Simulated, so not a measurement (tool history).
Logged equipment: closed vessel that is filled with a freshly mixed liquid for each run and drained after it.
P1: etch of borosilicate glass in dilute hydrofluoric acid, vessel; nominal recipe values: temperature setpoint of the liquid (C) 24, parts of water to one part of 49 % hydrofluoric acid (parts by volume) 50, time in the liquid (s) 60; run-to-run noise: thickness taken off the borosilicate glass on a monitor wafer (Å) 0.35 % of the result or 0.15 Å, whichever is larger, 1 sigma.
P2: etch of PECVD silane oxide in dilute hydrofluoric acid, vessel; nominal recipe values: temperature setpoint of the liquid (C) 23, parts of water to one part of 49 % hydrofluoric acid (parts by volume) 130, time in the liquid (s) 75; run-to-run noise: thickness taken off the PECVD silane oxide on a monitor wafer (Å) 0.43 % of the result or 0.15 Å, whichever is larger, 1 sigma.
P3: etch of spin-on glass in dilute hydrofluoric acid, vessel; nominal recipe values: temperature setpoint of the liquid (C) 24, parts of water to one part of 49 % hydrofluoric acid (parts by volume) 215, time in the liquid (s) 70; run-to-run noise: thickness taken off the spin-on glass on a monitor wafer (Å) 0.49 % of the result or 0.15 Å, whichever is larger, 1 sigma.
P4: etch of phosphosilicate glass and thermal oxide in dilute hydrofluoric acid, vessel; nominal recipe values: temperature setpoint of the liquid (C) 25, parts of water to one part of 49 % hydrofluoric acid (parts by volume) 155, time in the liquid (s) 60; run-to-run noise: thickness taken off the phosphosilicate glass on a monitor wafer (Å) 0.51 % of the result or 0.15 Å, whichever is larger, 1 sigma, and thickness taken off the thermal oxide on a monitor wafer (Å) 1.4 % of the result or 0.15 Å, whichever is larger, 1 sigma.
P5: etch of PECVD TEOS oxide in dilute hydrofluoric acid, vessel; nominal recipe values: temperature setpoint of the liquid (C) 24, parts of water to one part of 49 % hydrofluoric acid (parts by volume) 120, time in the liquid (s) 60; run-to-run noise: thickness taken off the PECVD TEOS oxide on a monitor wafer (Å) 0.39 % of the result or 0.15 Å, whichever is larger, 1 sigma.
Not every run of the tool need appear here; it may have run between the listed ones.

run	hour	process that ran	temperature setpoint of the liquid (C)	parts of water to one part of 49 % hydrofluoric acid (parts by volume)	time in the liquid (s)	thickness taken off the borosilicate glass on a monitor wafer (Å)	thickness taken off the spin-on glass on a monitor wafer (Å)	thickness taken off the PECVD silane oxide on a monitor wafer (Å)	thickness taken off the PECVD TEOS oxide on a monitor wafer (Å)	thickness taken off the phosphosilicate glass on a monitor wafer (Å)	thickness taken off the thermal oxide on a monitor wafer (Å)
1	10.4	P1	24	50	60	677.83					
2	25.8	P3	24	215	70		94.743				
3	37.7	P2	17	130	75			145.88			
4	52.4	P5	17.5	120	60				97.038		
# hour 63.5: thermometer replaced
5	69.6	P1	29	20	60	2146.5					
6	82.5	P5	24	120	60				125.76		
7	97.7	P5	24	120	30				62.917		
8	109.5	P5	24	120	60				124.94		
9	124.6	P1	24	50	60	674.66					
10	137.1	P2	23	130	75			184.09			
11	147.2	P4	19	155	60					284.35	13.661
12	159.1	P1	24	50	30	335.76					
13	172	P3	24	215	125		169.57				
14	189.7	P1	20.5	50	60	585.19					
15	205.9	P5	24	65	60				245.72		
16	220	P4	25	155	30					180.3	8.8514
17	228.3	P1	18	20	60	1360.6					
18	236.5	P4	25	155	60					363.14	16.467
19	251.9	P1	24	50	100	1118.8					
20	269	P1	24	70	30	234.5					
21	278.9	P3	24	370	70		47.172				
22	291.8	P3	32	215	70		123.89				
23	304.6	P2	23	130	150			371.46			
24	323.4	P2	23	130	75			185.31			
25	332.6	P1	24	20	60	1763.4					
26	348.6	P1	24	75	60	436.68					
27	360.5	P1	24	50	60	668.85					
28	371.7	P2	23	30	75			904.3			
29	384.1	P4	25	35	60					1862.3	89.525
30	400.5	P1	24	50	60	675.52					
31	410.6	P1	24	50	60	674.73					
32	428.9	P1	31.5	50	60	912.52					
33	446.5	P1	24	50	60	676.3					
34	463.6	P1	24	50	60	674.84					
35	473.5	P1	24	50	60	690.53					
36	485.8	P1	24	50	60	702.52					
37	498.1	P1	24	50	60	718.13					
38	509	P1	24	50	60	728.07					
39	525.8	P1	24	50	60	732.53					
40	538.4	P1	24	50	60	733.62					
41	556.5	P1	24	50	60	738.72					
42	568.4	P1	24	50	60	737.76					
43	580.3	P1	24	50	60	742.47					
44	594.6	P1	24	50	60	742.1					

Something has made what P1 gives creep away from where it was; the 2 causes below, each at its own stated size, fit the log equally well:
A: liquid hotter than its thermometer reads (K) = 2.29
B: hydrofluoric acid flow above the setpoint (%) = 9.18
At approximately hour 463.6, the process output began to creep.

4 check runs are offered, each on 2 wafers whose results are averaged, their results left as question marks. Which one tells the causes apart?
check 1	608.9	P4	25	95	60					?	?
check 2	608.9	P5	19	120	30				?		
check 3	608.9	P3	31	215	70		?				
check 4	608.9	P2	17	130	140			?			

What every check run would give for each of its results, assuming each possible cause in turn:
check	result	if A	if B
check 1	thickness taken off the phosphosilicate glass on a monitor wafer (Å)	694.48	700.57
check 1	thickness taken off the thermal oxide on a monitor wafer (Å)	32.723	33.009
check 2	thickness taken off the PECVD TEOS oxide on a monitor wafer (Å)	56.345	56.676
check 3	thickness taken off the spin-on glass on a monitor wafer (Å)	130.39	134.9
check 4	thickness taken off the PECVD silane oxide on a monitor wafer (Å)	298.67	300.13
Smallest distance between any two causes, each pair judged by its most separating result, in per cent: check 1 0.87 %; check 2 0.59 %; check 3 3.4 %; check 4 0.49 %
Only in check 3 would the causes give clearly different results; in the remaining checks their results would be nearly the same.

Running check 3 produced the following: thickness taken off the spin-on glass on a monitor wafer (Å) 135.55. Which one of the listed causes fits?

It was cause B: hydrofluoric acid flow above the setpoint (%).

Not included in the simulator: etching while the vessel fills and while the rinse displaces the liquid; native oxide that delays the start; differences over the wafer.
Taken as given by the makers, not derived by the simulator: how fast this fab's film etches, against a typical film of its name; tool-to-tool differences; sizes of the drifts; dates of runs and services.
